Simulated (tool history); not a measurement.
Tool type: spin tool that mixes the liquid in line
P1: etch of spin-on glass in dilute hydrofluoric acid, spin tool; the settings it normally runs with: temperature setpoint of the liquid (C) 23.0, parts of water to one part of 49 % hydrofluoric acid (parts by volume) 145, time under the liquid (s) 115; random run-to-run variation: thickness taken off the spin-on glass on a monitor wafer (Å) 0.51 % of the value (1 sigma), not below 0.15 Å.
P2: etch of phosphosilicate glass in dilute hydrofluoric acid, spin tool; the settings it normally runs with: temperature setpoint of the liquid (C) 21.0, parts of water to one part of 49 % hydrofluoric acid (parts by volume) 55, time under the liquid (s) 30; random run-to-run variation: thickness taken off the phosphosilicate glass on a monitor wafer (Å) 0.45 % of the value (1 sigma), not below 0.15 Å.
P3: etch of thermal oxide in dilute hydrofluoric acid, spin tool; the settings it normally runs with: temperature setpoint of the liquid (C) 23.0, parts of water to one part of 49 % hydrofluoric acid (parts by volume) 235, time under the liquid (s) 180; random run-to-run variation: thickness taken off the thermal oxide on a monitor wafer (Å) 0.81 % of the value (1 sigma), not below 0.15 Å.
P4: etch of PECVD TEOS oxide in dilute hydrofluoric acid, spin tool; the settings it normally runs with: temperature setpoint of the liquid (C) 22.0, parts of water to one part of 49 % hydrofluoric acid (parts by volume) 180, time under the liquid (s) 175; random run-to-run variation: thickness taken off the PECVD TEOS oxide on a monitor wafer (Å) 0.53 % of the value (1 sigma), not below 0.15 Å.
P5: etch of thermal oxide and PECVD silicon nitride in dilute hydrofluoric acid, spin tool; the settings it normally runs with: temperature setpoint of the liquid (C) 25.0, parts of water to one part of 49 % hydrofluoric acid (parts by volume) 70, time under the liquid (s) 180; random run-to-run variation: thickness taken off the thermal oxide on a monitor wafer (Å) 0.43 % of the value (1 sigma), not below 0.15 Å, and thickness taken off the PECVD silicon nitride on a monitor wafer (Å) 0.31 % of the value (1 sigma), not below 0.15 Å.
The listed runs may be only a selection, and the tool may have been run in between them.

run	hour	process that ran	temperature setpoint of the liquid (C)	parts of water to one part of 49 % hydrofluoric acid (parts by volume)	time under the liquid (s)	thickness taken off the spin-on glass on a monitor wafer (Å)	thickness taken off the thermal oxide on a monitor wafer (Å)	thickness taken off the PECVD silicon nitride on a monitor wafer (Å)	thickness taken off the phosphosilicate glass on a monitor wafer (Å)	thickness taken off the PECVD TEOS oxide on a monitor wafer (Å)
1	16.3	P1	23.0	145	115	146.820				
2	33.1	P5	25.0	70	20		13.671	10.016		
3	46.1	P2	21.0	20	30				1677.50	
4	58.0	P4	22.0	90	175					218.770
5	65.7	P1	23.0	145	115	146.180				
6	81.7	P1	23.0	145	115	147.020				
7	95.3	P1	23.0	145	115	146.730				
8	111.5	P1	31.0	145	115	196.950				
9	126.9	P4	22.0	180	175					99.509
10	137.1	P3	29.0	235	180		37.321			
11	152.6	P2	21.0	55	30				582.94	
12	163.1	P1	23.0	50	180	739.850				
13	178.3	P2	21.0	55	60				1177.80	
14	191.4	P1	23.0	145	195	247.320				
15	206.8	P1	23.0	145	115	145.290				
16	220.3	P1	23.0	145	15	18.953				
17	227.7	P1	23.0	55	115	426.730				
18	244.6	P4	22.0	180	345					195.430
19	252.8	P1	23.0	250	115	76.267				
20	269.8	P3	23.0	370	180		17.030			
21	286.8	P2	27.0	55	30				750.96	
22	300.6	P5	25.0	20	180		464.340	299.250		
23	314.6	P5	25.0	70	180		123.010	88.065		
24	327.0	P1	23.0	215	160	128.250				
25	341.8	P4	28.5	180	175					125.900
26	353.8	P5	25.0	70	180		123.830	88.341		
27	367.4	P3	23.0	235	180		30.849			
28	375.1	P2	21.0	55	30				587.23	
29	391.6	P1	17.0	145	115	113.860				
30	403.8	P3	23.0	235	180		30.185			
31	413.0	P1	23.0	145	115	145.630				
32	423.2	P5	31.0	70	180		156.260	130.500		
33	437.0	P1	23.0	145	115	145.460				
34	446.3	P4	22.0	180	175					99.865
35	455.1	P3	23.0	235	330		55.687			
36	465.9	P1	23.0	145	115	146.730				
37	480.0	P1	23.0	145	115	143.000				
38	488.0	P1	23.0	145	115	140.910				
39	502.0	P1	23.0	145	115	138.610				
40	510.3	P1	23.0	145	115	137.050				
41	523.6	P1	23.0	145	115	137.810				
42	531.6	P1	23.0	145	115	137.270				
43	547.8	P1	23.0	145	115	136.580				
44	564.6	P1	23.0	145	115	135.460				
45	580.9	P1	23.0	145	115	135.750				
46	597.2	P1	23.0	145	115	135.160				
47	611.3	P1	23.0	145	115	135.120				

The log shows P1 creeping away from where it was. Any of the 2 causes listed here, at the size stated for it, fits the log just as well as the others:
A: liquid colder than its thermometer reads (K) = 1.96
B: hydrofluoric acid flow below the setpoint (%) = 6.33
At approximately hour 465.9, the process output began to creep.

4 check runs are offered, one wafer each, their results left as question marks. Which one tells the causes apart?
check 1	625.4	P5	25.0	30	180		?	?		
check 2	625.4	P3	29.0	235	255		?			
check 3	625.4	P4	22.0	180	310					?
check 4	625.4	P2	25.0	55	30				?	

What each check would give under each cause:
check	result	if A	if B
check 1	thickness taken off the thermal oxide on a monitor wafer (Å)	279.840	283.710
check 1	thickness taken off the PECVD silicon nitride on a monitor wafer (Å)	177.070	189.920
check 2	thickness taken off the thermal oxide on a monitor wafer (Å)	49.886	49.096
check 3	thickness taken off the PECVD TEOS oxide on a monitor wafer (Å)	163.250	162.880
check 4	thickness taken off the phosphosilicate glass on a monitor wafer (Å)	639.88	646.23
Per-check spread between the two closest causes, in the result where they differ most: check 1 7.01 %; check 2 1.6 %; check 3 0.23 %; check 4 0.99 %
Only check 1 tells the causes apart: in the others they would give nearly the same result.

Check 1 was carried out, with these results: thickness taken off the thermal oxide on a monitor wafer (Å) 283.930; thickness taken off the PECVD silicon nitride on a monitor wafer (Å) 189.620. Which of the listed causes is responsible?

It was cause B: hydrofluoric acid flow below the setpoint (%).
